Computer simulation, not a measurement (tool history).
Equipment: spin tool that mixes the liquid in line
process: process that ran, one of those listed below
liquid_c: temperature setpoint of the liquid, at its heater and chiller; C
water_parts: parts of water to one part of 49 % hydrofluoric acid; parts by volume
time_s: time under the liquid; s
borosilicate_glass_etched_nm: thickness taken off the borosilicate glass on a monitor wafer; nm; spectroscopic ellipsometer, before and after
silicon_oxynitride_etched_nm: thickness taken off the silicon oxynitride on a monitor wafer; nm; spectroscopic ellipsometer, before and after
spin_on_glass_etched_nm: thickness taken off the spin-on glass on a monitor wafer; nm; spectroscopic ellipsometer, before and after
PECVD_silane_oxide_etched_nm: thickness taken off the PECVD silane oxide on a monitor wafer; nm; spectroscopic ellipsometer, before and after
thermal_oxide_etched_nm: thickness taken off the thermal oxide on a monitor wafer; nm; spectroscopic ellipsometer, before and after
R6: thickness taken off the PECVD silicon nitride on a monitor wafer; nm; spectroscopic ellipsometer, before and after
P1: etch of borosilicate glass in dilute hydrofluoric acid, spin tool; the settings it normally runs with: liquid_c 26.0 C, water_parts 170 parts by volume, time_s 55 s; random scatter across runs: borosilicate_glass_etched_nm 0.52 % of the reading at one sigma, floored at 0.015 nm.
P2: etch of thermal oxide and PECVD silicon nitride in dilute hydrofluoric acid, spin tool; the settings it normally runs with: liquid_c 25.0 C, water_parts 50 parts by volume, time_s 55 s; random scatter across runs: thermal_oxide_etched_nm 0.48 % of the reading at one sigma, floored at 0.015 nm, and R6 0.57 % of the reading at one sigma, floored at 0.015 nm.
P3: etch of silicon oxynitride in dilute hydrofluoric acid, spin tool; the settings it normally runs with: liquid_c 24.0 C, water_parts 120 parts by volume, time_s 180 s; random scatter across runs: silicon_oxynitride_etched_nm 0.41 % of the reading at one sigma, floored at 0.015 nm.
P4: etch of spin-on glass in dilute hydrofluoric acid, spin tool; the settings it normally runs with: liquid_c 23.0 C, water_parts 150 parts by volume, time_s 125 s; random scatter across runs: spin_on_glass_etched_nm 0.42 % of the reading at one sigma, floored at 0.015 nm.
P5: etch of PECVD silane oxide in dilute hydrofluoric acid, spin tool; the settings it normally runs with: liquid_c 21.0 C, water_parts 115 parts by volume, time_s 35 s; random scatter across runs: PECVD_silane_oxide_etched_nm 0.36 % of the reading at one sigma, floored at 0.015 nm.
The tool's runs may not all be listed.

run 1 hour=9.6 | process=P1 liquid_c=26.0 water_parts=170 time_s=55 | borosilicate_glass_etched_nm=11.8970
run 2 hour=27.6 | process=P3 liquid_c=24.0 water_parts=215 time_s=180 | silicon_oxynitride_etched_nm=3.7399
run 3 hour=39.5 | process=P1 liquid_c=26.0 water_parts=170 time_s=85 | borosilicate_glass_etched_nm=18.4140
run 4 hour=47.5 | process=P3 liquid_c=31.0 water_parts=120 time_s=180 | silicon_oxynitride_etched_nm=9.9945
run 5 hour=63.7 | process=P3 liquid_c=24.0 water_parts=120 time_s=335 | silicon_oxynitride_etched_nm=13.4580
run 6 hour=78.0 | process=P1 liquid_c=26.0 water_parts=170 time_s=55 | borosilicate_glass_etched_nm=11.8050
-- hour=79.7 hydrofluoric acid flow meter replaced
run 7 hour=94.1 | process=P1 liquid_c=33.0 water_parts=170 time_s=100 | borosilicate_glass_etched_nm=27.9520
run 8 hour=110.0 | process=P1 liquid_c=26.0 water_parts=260 time_s=55 | borosilicate_glass_etched_nm=7.1260
run 9 hour=118.0 | process=P4 liquid_c=17.0 water_parts=150 time_s=125 | spin_on_glass_etched_nm=24.8860
run 10 hour=128.3 | process=P1 liquid_c=26.0 water_parts=255 time_s=15 | borosilicate_glass_etched_nm=1.9678
run 11 hour=141.8 | process=P1 liquid_c=26.0 water_parts=170 time_s=55 | borosilicate_glass_etched_nm=11.8780
run 12 hour=155.0 | process=P5 liquid_c=21.0 water_parts=115 time_s=35 | PECVD_silane_oxide_etched_nm=6.0107
run 13 hour=171.9 | process=P4 liquid_c=23.0 water_parts=150 time_s=125 | spin_on_glass_etched_nm=31.4610
run 14 hour=189.7 | process=P1 liquid_c=31.5 water_parts=170 time_s=55 | borosilicate_glass_etched_nm=14.6180
run 15 hour=207.2 | process=P2 liquid_c=25.0 water_parts=20 time_s=55 | thermal_oxide_etched_nm=14.9440 R6=9.1290
run 16 hour=225.0 | process=P4 liquid_c=23.0 water_parts=150 time_s=35 | spin_on_glass_etched_nm=8.8839
run 17 hour=239.4 | process=P5 liquid_c=21.0 water_parts=70 time_s=35 | PECVD_silane_oxide_etched_nm=10.4760
run 18 hour=257.5 | process=P1 liquid_c=26.0 water_parts=55 time_s=55 | borosilicate_glass_etched_nm=42.7220
run 19 hour=270.3 | process=P4 liquid_c=23.0 water_parts=30 time_s=125 | spin_on_glass_etched_nm=184.3100
run 20 hour=282.6 | process=P2 liquid_c=25.0 water_parts=50 time_s=55 | thermal_oxide_etched_nm=5.7890 R6=3.7414
run 21 hour=296.3 | process=P2 liquid_c=31.5 water_parts=50 time_s=55 | thermal_oxide_etched_nm=7.4888 R6=5.7467
run 22 hour=311.5 | process=P1 liquid_c=26.0 water_parts=170 time_s=55 | borosilicate_glass_etched_nm=11.9950
run 23 hour=328.8 | process=P5 liquid_c=21.0 water_parts=115 time_s=65 | PECVD_silane_oxide_etched_nm=11.1510
run 24 hour=343.8 | process=P1 liquid_c=26.0 water_parts=170 time_s=20 | borosilicate_glass_etched_nm=4.3107
run 25 hour=354.5 | process=P1 liquid_c=26.0 water_parts=170 time_s=55 | borosilicate_glass_etched_nm=12.0110
run 26 hour=367.1 | process=P1 liquid_c=21.0 water_parts=170 time_s=55 | borosilicate_glass_etched_nm=9.8417
run 27 hour=382.3 | process=P5 liquid_c=26.0 water_parts=115 time_s=35 | PECVD_silane_oxide_etched_nm=7.3544
run 28 hour=395.7 | process=P2 liquid_c=25.0 water_parts=50 time_s=15 | thermal_oxide_etched_nm=1.5865 R6=1.0615
run 29 hour=408.8 | process=P1 liquid_c=26.0 water_parts=170 time_s=55 | borosilicate_glass_etched_nm=12.0560
run 30 hour=421.6 | process=P3 liquid_c=24.0 water_parts=120 time_s=180 | silicon_oxynitride_etched_nm=7.1958
run 31 hour=435.4 | process=P1 liquid_c=26.0 water_parts=170 time_s=55 | borosilicate_glass_etched_nm=11.9270
run 32 hour=447.1 | process=P1 liquid_c=26.0 water_parts=170 time_s=55 | borosilicate_glass_etched_nm=12.3070
run 33 hour=460.3 | process=P1 liquid_c=26.0 water_parts=170 time_s=55 | borosilicate_glass_etched_nm=12.5090
run 34 hour=474.0 | process=P1 liquid_c=26.0 water_parts=170 time_s=55 | borosilicate_glass_etched_nm=12.6800
run 35 hour=483.4 | process=P1 liquid_c=26.0 water_parts=170 time_s=55 | borosilicate_glass_etched_nm=12.7820
run 36 hour=496.0 | process=P1 liquid_c=26.0 water_parts=170 time_s=55 | borosilicate_glass_etched_nm=12.6660
run 37 hour=514.2 | process=P1 liquid_c=26.0 water_parts=170 time_s=55 | borosilicate_glass_etched_nm=12.9360
run 38 hour=523.2 | process=P1 liquid_c=26.0 water_parts=170 time_s=55 | borosilicate_glass_etched_nm=12.7960
run 39 hour=536.2 | process=P1 liquid_c=26.0 water_parts=170 time_s=55 | borosilicate_glass_etched_nm=12.9240
run 40 hour=552.6 | process=P1 liquid_c=26.0 water_parts=170 time_s=55 | borosilicate_glass_etched_nm=12.8550

What P1 gives has crept away from where it was. These 2 causes fit the log equally well, each at the size given:
A: liquid hotter than its thermometer reads (K) = 2.05
B: hydrofluoric acid flow above the setpoint (%) = 6.46
The drift started at roughly hour 435.4.

Question marks stand in for the results of the 4 check runs listed below, each run on one wafer. Under which run would the listed causes show clearly different results?
run check 1 hour=569.0 | process=P3 liquid_c=30.5 water_parts=215 time_s=180 | silicon_oxynitride_etched_nm=?
run check 2 hour=569.0 | process=P5 liquid_c=26.0 water_parts=115 time_s=65 | PECVD_silane_oxide_etched_nm=?
run check 3 hour=569.0 | process=P4 liquid_c=19.0 water_parts=150 time_s=125 | spin_on_glass_etched_nm=?
run check 4 hour=569.0 | process=P2 liquid_c=25.0 water_parts=20 time_s=55 | thermal_oxide_etched_nm=? R6=?

Check results expected under each cause:
check=check_1 result=silicon_oxynitride_etched_nm if_A=5.3716 if_B=5.3219
check=check_2 result=PECVD_silane_oxide_etched_nm if_A=14.7260 if_B=14.6290
check=check_3 result=spin_on_glass_etched_nm if_A=29.4640 if_B=29.1810
check=check_4 result=thermal_oxide_etched_nm if_A=16.4100 if_B=16.0660
check=check_4 result=R6 if_A=10.5300 if_B=9.7290
Smallest distance between any two causes, each pair judged by its most separating result, in per cent: check 1 0.93 %; check 2 0.66 %; check 3 0.97 %; check 4 7.91 %
Check 4 tells the causes apart: in the others they would give nearly the same result.

Running check 4 produced the following: thermal_oxide_etched_nm 16.1980 nm; R6 9.6566 nm. Which one of the listed causes fits?

Of the candidate causes, it is B: hydrofluoric acid flow above the setpoint (%).
